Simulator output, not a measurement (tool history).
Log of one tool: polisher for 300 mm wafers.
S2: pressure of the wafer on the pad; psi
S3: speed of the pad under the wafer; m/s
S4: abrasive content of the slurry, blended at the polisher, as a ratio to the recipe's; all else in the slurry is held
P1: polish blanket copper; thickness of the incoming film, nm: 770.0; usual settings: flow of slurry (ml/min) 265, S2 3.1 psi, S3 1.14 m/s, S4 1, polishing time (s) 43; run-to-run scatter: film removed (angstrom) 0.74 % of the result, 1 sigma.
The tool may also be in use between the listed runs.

{"run": 1, "day": 0.462, "flow of slurry (ml/min)": 265, "S2": 3.1, "S3": 1.14, "S4": 1, "polishing time (s)": 43, "film removed (angstrom)": 1674.6}
{"run": 2, "day": 0.958, "flow of slurry (ml/min)": 265, "S2": 3.1, "S3": 1.14, "S4": 1, "polishing time (s)": 43, "film removed (angstrom)": 1694.2}
{"run": 3, "day": 1.367, "flow of slurry (ml/min)": 265, "S2": 3.1, "S3": 1.14, "S4": 1, "polishing time (s)": 23, "film removed (angstrom)": 900.55}
{"run": 4, "day": 1.754, "flow of slurry (ml/min)": 265, "S2": 3.1, "S3": 0.86, "S4": 1, "polishing time (s)": 60, "film removed (angstrom)": 1758.2}
{"day": 1.808, "done": "slurry nozzle cleaned"}
{"run": 5, "day": 2.121, "flow of slurry (ml/min)": 265, "S2": 3.1, "S3": 1.14, "S4": 1, "polishing time (s)": 58, "film removed (angstrom)": 2254.9}
{"run": 6, "day": 2.588, "flow of slurry (ml/min)": 265, "S2": 3.1, "S3": 1.14, "S4": 1.4, "polishing time (s)": 43, "film removed (angstrom)": 1789.8}
{"run": 7, "day": 3.042, "flow of slurry (ml/min)": 265, "S2": 3.1, "S3": 1.14, "S4": 1, "polishing time (s)": 43, "film removed (angstrom)": 1693.7}
{"day": 3.421, "done": "head pressure recalibrated"}
{"run": 8, "day": 3.562, "flow of slurry (ml/min)": 265, "S2": 1.8, "S3": 1.14, "S4": 1, "polishing time (s)": 43, "film removed (angstrom)": 963.11}
{"run": 9, "day": 4.083, "flow of slurry (ml/min)": 265, "S2": 3.1, "S3": 1.14, "S4": 1, "polishing time (s)": 43, "film removed (angstrom)": 1693}
{"run": 10, "day": 4.367, "flow of slurry (ml/min)": 265, "S2": 3.1, "S3": 0.76, "S4": 1, "polishing time (s)": 43, "film removed (angstrom)": 1119.8}
{"run": 11, "day": 4.688, "flow of slurry (ml/min)": 265, "S2": 3.1, "S3": 0.64, "S4": 0.65, "polishing time (s)": 43, "film removed (angstrom)": 851.23}
{"day": 4.796, "done": "worn pad replaced by a new one"}
{"run": 12, "day": 4.967, "flow of slurry (ml/min)": 265, "S2": 3.1, "S3": 1.14, "S4": 0.6, "polishing time (s)": 43, "film removed (angstrom)": 1494.8}
{"run": 13, "day": 5.446, "flow of slurry (ml/min)": 335, "S2": 3.1, "S3": 1.44, "S4": 1, "polishing time (s)": 43, "film removed (angstrom)": 2185.3}
{"run": 14, "day": 5.738, "flow of slurry (ml/min)": 265, "S2": 3.1, "S3": 1.14, "S4": 1, "polishing time (s)": 43, "film removed (angstrom)": 1695.8}
{"run": 15, "day": 6.092, "flow of slurry (ml/min)": 265, "S2": 3.1, "S3": 1.14, "S4": 1, "polishing time (s)": 43, "film removed (angstrom)": 1674.6}
{"run": 16, "day": 6.396, "flow of slurry (ml/min)": 265, "S2": 4.6, "S3": 1.14, "S4": 1, "polishing time (s)": 43, "film removed (angstrom)": 2495.1}
{"run": 17, "day": 6.938, "flow of slurry (ml/min)": 265, "S2": 3.1, "S3": 1.14, "S4": 1, "polishing time (s)": 43, "film removed (angstrom)": 1670.5}
{"run": 18, "day": 7.417, "flow of slurry (ml/min)": 390, "S2": 3.1, "S3": 1.14, "S4": 1, "polishing time (s)": 43, "film removed (angstrom)": 1735.9}
{"run": 19, "day": 7.867, "flow of slurry (ml/min)": 265, "S2": 3.1, "S3": 1.44, "S4": 1, "polishing time (s)": 43, "film removed (angstrom)": 2118.2}
{"run": 20, "day": 8.321, "flow of slurry (ml/min)": 160, "S2": 3.1, "S3": 1.14, "S4": 1, "polishing time (s)": 43, "film removed (angstrom)": 1568.4}
{"run": 21, "day": 8.829, "flow of slurry (ml/min)": 265, "S2": 3.1, "S3": 1.14, "S4": 1, "polishing time (s)": 43, "film removed (angstrom)": 1673.1}

Run 22 comes next. What will it give?
{"run": 22, "day": 9.083, "flow of slurry (ml/min)": 265, "S2": 3.1, "S3": 1.14, "S4": 1, "polishing time (s)": 43, "film removed (angstrom)": "?"}

film removed (angstrom): 1648
